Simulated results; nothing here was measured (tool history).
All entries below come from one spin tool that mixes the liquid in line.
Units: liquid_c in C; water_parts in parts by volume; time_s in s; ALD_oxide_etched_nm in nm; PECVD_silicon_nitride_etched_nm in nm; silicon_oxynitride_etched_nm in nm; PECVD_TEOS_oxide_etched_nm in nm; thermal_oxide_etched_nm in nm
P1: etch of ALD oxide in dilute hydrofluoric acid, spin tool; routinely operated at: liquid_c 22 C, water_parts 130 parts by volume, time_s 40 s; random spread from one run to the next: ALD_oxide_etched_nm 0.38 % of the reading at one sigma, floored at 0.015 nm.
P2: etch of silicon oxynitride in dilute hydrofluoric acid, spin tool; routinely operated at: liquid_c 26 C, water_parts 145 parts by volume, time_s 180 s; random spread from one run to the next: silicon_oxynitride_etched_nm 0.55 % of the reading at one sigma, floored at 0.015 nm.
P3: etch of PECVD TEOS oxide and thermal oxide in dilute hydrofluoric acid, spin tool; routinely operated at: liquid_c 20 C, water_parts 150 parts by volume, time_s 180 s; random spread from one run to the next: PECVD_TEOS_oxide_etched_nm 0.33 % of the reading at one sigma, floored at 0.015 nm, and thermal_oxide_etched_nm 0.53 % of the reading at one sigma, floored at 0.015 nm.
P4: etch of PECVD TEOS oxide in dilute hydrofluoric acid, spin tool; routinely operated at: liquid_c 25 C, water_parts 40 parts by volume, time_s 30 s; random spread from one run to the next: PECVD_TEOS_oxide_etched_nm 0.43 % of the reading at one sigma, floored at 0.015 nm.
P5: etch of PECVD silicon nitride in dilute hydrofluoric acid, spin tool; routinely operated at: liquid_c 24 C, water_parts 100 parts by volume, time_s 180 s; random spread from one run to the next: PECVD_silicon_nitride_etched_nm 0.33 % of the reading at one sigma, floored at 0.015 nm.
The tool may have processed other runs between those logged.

run	hour	process	liquid_c	water_parts	time_s	hours since the thermometer was replaced	hours since the hydrofluoric acid flow meter was replaced	ALD_oxide_etched_nm	PECVD_silicon_nitride_etched_nm	silicon_oxynitride_etched_nm	PECVD_TEOS_oxide_etched_nm	thermal_oxide_etched_nm
1	8.5	P1	22	130	40	1337	1398.3	5.7145				
2	15.9	P1	22	130	40	1344.4	1405.7	5.681				
3	22.7	P5	24	100	180	1351.2	1412.5		10.111			
4	27.5	P2	26	145	180	1356	1417.3			6.3174		
5	33.7	P2	26	235	180	1362.2	1423.5			3.6425		
6	42.1	P5	24	100	180	1370.6	1431.9		10.193			
7	46.8	P3	17	150	180	1375.3	1436.6				13.838	3.7935
8	55.7	P4	25	40	60	1384.2	1445.5				20.489	
9	64.7	P1	22	130	15	1393.2	1454.5	2.1452				
10	69.6	P4	25	40	30	1398.1	1459.4				10.233	
11	76	P5	24	50	180	1404.5	1465.8		20.038			
12	84.4	P1	22	55	40	1412.9	1474.2	14.806				
13	90.6	P3	20	150	280	1419.1	1480.4				24.256	6.6158
14	98.5	P1	26.5	130	40	1427	1488.3	6.8047				
15	105.6	P4	25	40	30	1434.1	1495.4				10.188	
16	109.6	P1	29	45	40	1438.1	1499.4	24.302				
17	117.8	P1	22	130	40	1446.3	1507.6	5.7193				
18	122.8	P4	25	20	30	1451.3	1512.6				21.034	
# hour 127.3: thermometer replaced
19	127.6	P2	26	145	30	0.4	1517.4			1.0339		
20	134.2	P1	22	180	40	7	1524	3.8865				
21	142.2	P2	26	145	180	15	1532			6.3255		
22	151.3	P1	17	130	60	24.1	1541.1	7.0412				
23	158.6	P1	22	130	40	31.4	1548.4	5.7324				
24	165.4	P3	20	150	180	38.2	1555.2				15.472	4.2898
25	171.7	P3	20	150	180	44.5	1561.5				15.669	4.3265
26	175.9	P4	31.5	40	30	48.7	1565.7				13.379	
27	180.7	P2	32	145	180	53.5	1570.5			8.1605		
28	185.9	P1	17	130	40	58.7	1575.7	4.694				
29	190.3	P5	24	100	45	63.1	1580.1		2.5016			

Forecast run 30:
30	197.8	P1	22	130	75	70.6	1587.6	?				

Run 30 yielded ALD_oxide_etched_nm 10.791 nm.

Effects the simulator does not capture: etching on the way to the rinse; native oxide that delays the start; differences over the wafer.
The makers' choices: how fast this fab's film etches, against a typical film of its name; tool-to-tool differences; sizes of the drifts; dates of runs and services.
